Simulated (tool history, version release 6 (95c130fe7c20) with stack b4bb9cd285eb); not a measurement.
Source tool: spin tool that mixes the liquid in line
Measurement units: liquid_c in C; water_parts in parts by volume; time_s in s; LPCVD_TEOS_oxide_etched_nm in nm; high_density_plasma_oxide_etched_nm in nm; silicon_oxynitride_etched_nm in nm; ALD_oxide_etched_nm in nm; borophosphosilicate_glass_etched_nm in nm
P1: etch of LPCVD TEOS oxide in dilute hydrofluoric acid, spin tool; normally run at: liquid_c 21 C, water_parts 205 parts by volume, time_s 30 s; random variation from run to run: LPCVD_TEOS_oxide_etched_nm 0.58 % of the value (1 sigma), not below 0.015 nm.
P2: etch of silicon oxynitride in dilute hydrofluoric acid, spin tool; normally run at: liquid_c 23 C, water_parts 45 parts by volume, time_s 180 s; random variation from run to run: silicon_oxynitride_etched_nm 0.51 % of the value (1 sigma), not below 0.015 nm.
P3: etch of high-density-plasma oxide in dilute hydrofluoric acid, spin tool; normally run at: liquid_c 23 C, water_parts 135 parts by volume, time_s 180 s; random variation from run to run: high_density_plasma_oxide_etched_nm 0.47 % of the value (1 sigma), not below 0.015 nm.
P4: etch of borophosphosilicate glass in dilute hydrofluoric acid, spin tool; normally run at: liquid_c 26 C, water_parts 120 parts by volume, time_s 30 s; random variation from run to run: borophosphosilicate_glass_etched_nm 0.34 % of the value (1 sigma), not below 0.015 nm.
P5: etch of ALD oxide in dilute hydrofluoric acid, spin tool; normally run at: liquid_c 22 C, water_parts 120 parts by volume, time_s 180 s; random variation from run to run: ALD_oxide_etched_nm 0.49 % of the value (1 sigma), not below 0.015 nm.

| run | day | process | liquid_c | water_parts | time_s | LPCVD_TEOS_oxide_etched_nm | high_density_plasma_oxide_etched_nm | silicon_oxynitride_etched_nm | ALD_oxide_etched_nm | borophosphosilicate_glass_etched_nm |
|---|---|---|---|---|---|---|---|---|---|---|
| 1 | 0.433 | P1 | 21 | 205 | 30 | 6.5106 |  |  |  |  |
| 2 | 0.804 | P1 | 21 | 205 | 30 | 6.5315 |  |  |  |  |
| 3 | 1.154 | P3 | 23 | 25 | 180 |  | 50.924 |  |  |  |
| 4 | 1.512 | P2 | 26.5 | 45 | 180 |  |  | 11.488 |  |  |
| 5 | 2.154 | P1 | 21 | 85 | 30 | 17.809 |  |  |  |  |
| 6 | 2.833 | P1 | 25.5 | 205 | 30 | 7.7181 |  |  |  |  |
| 7 | 3.183 | P2 | 23 | 70 | 180 |  |  | 6.0772 |  |  |
| 8 | 3.758 | P1 | 17 | 205 | 30 | 5.5626 |  |  |  |  |
| 9 | 4.392 | P1 | 21 | 205 | 30 | 6.6321 |  |  |  |  |
| 10 | 4.988 | P1 | 21 | 355 | 30 | 3.2777 |  |  |  |  |
| 11 | 5.4 | P5 | 22 | 120 | 275 |  |  |  | 50.408 |  |
| 12 | 5.942 | P1 | 21 | 205 | 30 | 6.5382 |  |  |  |  |
| 13 | 6.529 | P1 | 21 | 205 | 30 | 6.5241 |  |  |  |  |
| 14 | 7.033 | P1 | 21 | 205 | 15 | 3.2295 |  |  |  |  |
| 15 | 7.538 | P4 | 26 | 120 | 30 |  |  |  |  | 11.438 |
| 16 | 8.071 | P3 | 23 | 135 | 180 |  | 8.0787 |  |  |  |
| 17 | 8.521 | P1 | 21 | 80 | 15 | 9.549 |  |  |  |  |
| 18 | 9.088 | P4 | 20.5 | 120 | 30 |  |  |  |  | 9.0975 |
| 19 | 9.408 | P5 | 22 | 120 | 180 |  |  |  | 32.605 |  |
| 20 | 9.788 | P4 | 26 | 120 | 30 |  |  |  |  | 11.25 |
|  | 9.85 | hydrofluoric acid flow meter replaced |
| 21 | 10.342 | P4 | 26 | 30 | 30 |  |  |  |  | 51.222 |
| 22 | 10.908 | P5 | 22 | 45 | 180 |  |  |  | 95.07 |  |
| 23 | 11.425 | P1 | 21 | 205 | 55 | 11.998 |  |  |  |  |
| 24 | 11.738 | P2 | 23 | 45 | 180 |  |  | 9.6583 |  |  |
| 25 | 12.425 | P5 | 17 | 120 | 180 |  |  |  | 26.802 |  |
| 26 | 13.004 | P3 | 23 | 135 | 20 |  | 0.89615 |  |  |  |
| 27 | 13.433 | P4 | 26 | 120 | 15 |  |  |  |  | 5.6877 |
| 28 | 14.129 | P3 | 17 | 135 | 180 |  | 6.3922 |  |  |  |
| 29 | 14.808 | P2 | 23 | 45 | 15 |  |  | 0.77803 |  |  |
| 30 | 15.467 | P1 | 21 | 205 | 30 | 6.5608 |  |  |  |  |
| 31 | 15.838 | P1 | 21 | 205 | 30 | 6.4285 |  |  |  |  |
| 32 | 16.162 | P1 | 21 | 205 | 30 | 6.3437 |  |  |  |  |
| 33 | 16.583 | P1 | 21 | 205 | 30 | 6.2269 |  |  |  |  |
| 34 | 17.121 | P1 | 21 | 205 | 30 | 6.1168 |  |  |  |  |
| 35 | 17.65 | P1 | 21 | 205 | 30 | 6.0997 |  |  |  |  |
| 36 | 18.117 | P1 | 21 | 205 | 30 | 5.9847 |  |  |  |  |
| 37 | 18.75 | P1 | 21 | 205 | 30 | 6.0276 |  |  |  |  |
| 38 | 19.142 | P1 | 21 | 205 | 30 | 6.0382 |  |  |  |  |
| 39 | 19.642 | P1 | 21 | 205 | 30 | 5.9775 |  |  |  |  |
| 40 | 20.062 | P1 | 21 | 205 | 30 | 5.9965 |  |  |  |  |
| 41 | 20.7 | P1 | 21 | 205 | 30 | 6.0299 |  |  |  |  |

The log shows P1 creeping away from where it was. Any of the 2 causes listed here, at the size stated for it, fits the log just as well as the others:
A: liquid colder than its thermometer reads (K) = 2.27
B: hydrofluoric acid flow below the setpoint (%) = 6.97
The process output started creeping at around day 15.467.

Below are 4 check runs, each on a single wafer, with their results shown as question marks. Which of them would tell the listed causes apart, meaning the causes would give clearly different results under it?
| check 1 | 21.338 | P3 | 23 | 135 | 180 |  | ? |  |  |  |
| check 2 | 21.338 | P2 | 23 | 45 | 180 |  |  | ? |  |  |
| check 3 | 21.338 | P4 | 26 | 120 | 30 |  |  |  |  | ? |
| check 4 | 21.338 | P5 | 22 | 120 | 180 |  |  |  | ? |  |

Predicted outcomes, by check and by cause:
| check | result | if A | if B |
|---|---|---|---|
| check 1 | high_density_plasma_oxide_etched_nm | 7.4723 | 7.5164 |
| check 2 | silicon_oxynitride_etched_nm | 8.5931 | 8.927 |
| check 3 | borophosphosilicate_glass_etched_nm | 10.386 | 10.433 |
| check 4 | ALD_oxide_etched_nm | 29.928 | 30.195 |
How far apart the two closest causes lie, in the result that separates them most: check 1 0.59 %; check 2 3.81 %; check 3 0.45 %; check 4 0.89 %
The other checks would show nearly matching results whichever cause is true, so check 2 is the only one that separates the causes.

Here is what check 2 returned: silicon_oxynitride_etched_nm 8.6241 nm. Which cause is it?

Of the candidate causes, it is A: liquid colder than its thermometer reads (K).

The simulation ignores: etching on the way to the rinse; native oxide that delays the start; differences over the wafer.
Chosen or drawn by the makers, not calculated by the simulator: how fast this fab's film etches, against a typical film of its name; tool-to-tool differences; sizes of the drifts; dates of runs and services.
